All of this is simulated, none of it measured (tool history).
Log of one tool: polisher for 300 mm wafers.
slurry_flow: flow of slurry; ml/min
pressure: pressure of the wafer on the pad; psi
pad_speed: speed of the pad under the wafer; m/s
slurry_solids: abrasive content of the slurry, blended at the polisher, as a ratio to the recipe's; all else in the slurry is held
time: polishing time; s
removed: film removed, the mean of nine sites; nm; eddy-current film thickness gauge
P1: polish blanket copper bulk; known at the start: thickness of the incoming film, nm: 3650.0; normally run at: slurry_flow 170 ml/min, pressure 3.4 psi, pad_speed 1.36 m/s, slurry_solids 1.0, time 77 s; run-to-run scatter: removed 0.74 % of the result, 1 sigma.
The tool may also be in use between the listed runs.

Run 1, hour 15.3: slurry_flow 170 ml/min, pressure 3.4 psi, pad_speed 1.36 m/s, slurry_solids 1.0, time 77 s. Result: removed 1203.20 nm.
Run 2, hour 31.4: slurry_flow 270 ml/min, pressure 3.4 psi, pad_speed 1.36 m/s, slurry_solids 1.0, time 77 s. Result: removed 1260.90 nm.
Run 3, hour 47.1: slurry_flow 170 ml/min, pressure 3.4 psi, pad_speed 1.36 m/s, slurry_solids 1.0, time 50 s. Result: removed 785.04 nm.
Run 4, hour 58.2: slurry_flow 170 ml/min, pressure 3.4 psi, pad_speed 1.82 m/s, slurry_solids 1.0, time 77 s. Result: removed 1586.80 nm.
Run 5, hour 75.8: slurry_flow 170 ml/min, pressure 5.1 psi, pad_speed 1.36 m/s, slurry_solids 1.0, time 101 s. Result: removed 2357.00 nm.
Run 6, hour 85.5: slurry_flow 100 ml/min, pressure 3.4 psi, pad_speed 1.36 m/s, slurry_solids 1.0, time 77 s. Result: removed 1077.30 nm.
Run 7, hour 100.8: slurry_flow 170 ml/min, pressure 3.4 psi, pad_speed 1.36 m/s, slurry_solids 1.0, time 77 s. Result: removed 1196.40 nm.
Run 8, hour 111.1: slurry_flow 170 ml/min, pressure 3.4 psi, pad_speed 1.36 m/s, slurry_solids 1.5, time 77 s. Result: removed 1310.50 nm.
Run 9, hour 120.0: slurry_flow 170 ml/min, pressure 4.6 psi, pad_speed 1.36 m/s, slurry_solids 1.0, time 101 s. Result: removed 2110.20 nm.
Run 10, hour 129.4: slurry_flow 170 ml/min, pressure 3.4 psi, pad_speed 1.36 m/s, slurry_solids 0.5, time 77 s. Result: removed 1027.90 nm.
Run 11, hour 140.3: slurry_flow 170 ml/min, pressure 3.4 psi, pad_speed 1.36 m/s, slurry_solids 1.0, time 77 s. Result: removed 1188.40 nm.
Run 12, hour 153.4: slurry_flow 170 ml/min, pressure 4.9 psi, pad_speed 1.36 m/s, slurry_solids 1.0, time 77 s. Result: removed 1716.10 nm.
Run 13, hour 166.7: slurry_flow 170 ml/min, pressure 3.4 psi, pad_speed 1.36 m/s, slurry_solids 1.0, time 77 s. Result: removed 1209.80 nm.
Run 14, hour 178.8: slurry_flow 170 ml/min, pressure 1.8 psi, pad_speed 1.36 m/s, slurry_solids 1.0, time 77 s. Result: removed 637.66 nm.
Run 15, hour 192.5: slurry_flow 170 ml/min, pressure 2.2 psi, pad_speed 1.36 m/s, slurry_solids 1.0, time 55 s. Result: removed 552.38 nm.
Run 16, hour 205.4: slurry_flow 170 ml/min, pressure 3.4 psi, pad_speed 1.36 m/s, slurry_solids 1.0, time 120 s. Result: removed 1882.60 nm.
At hour 206.1: slurry nozzle cleaned.
Run 17, hour 217.3: slurry_flow 170 ml/min, pressure 3.4 psi, pad_speed 0.62 m/s, slurry_solids 1.0, time 77 s. Result: removed 539.99 nm.
Run 18, hour 231.4: slurry_flow 170 ml/min, pressure 3.4 psi, pad_speed 1.36 m/s, slurry_solids 1.0, time 77 s. Result: removed 1197.40 nm.
Run 19, hour 240.0: slurry_flow 170 ml/min, pressure 3.4 psi, pad_speed 1.36 m/s, slurry_solids 1.0, time 77 s. Result: removed 1186.60 nm.
Run 20, hour 251.9: slurry_flow 170 ml/min, pressure 3.4 psi, pad_speed 1.36 m/s, slurry_solids 1.0, time 77 s. Result: removed 1154.00 nm.

Forecast run 21:
Run 21, hour 265.9: slurry_flow 170 ml/min, pressure 3.4 psi, pad_speed 1.36 m/s, slurry_solids 1.0, time 77 s. Result: removed ?.

Run 21 gave removed 1150.30 nm.
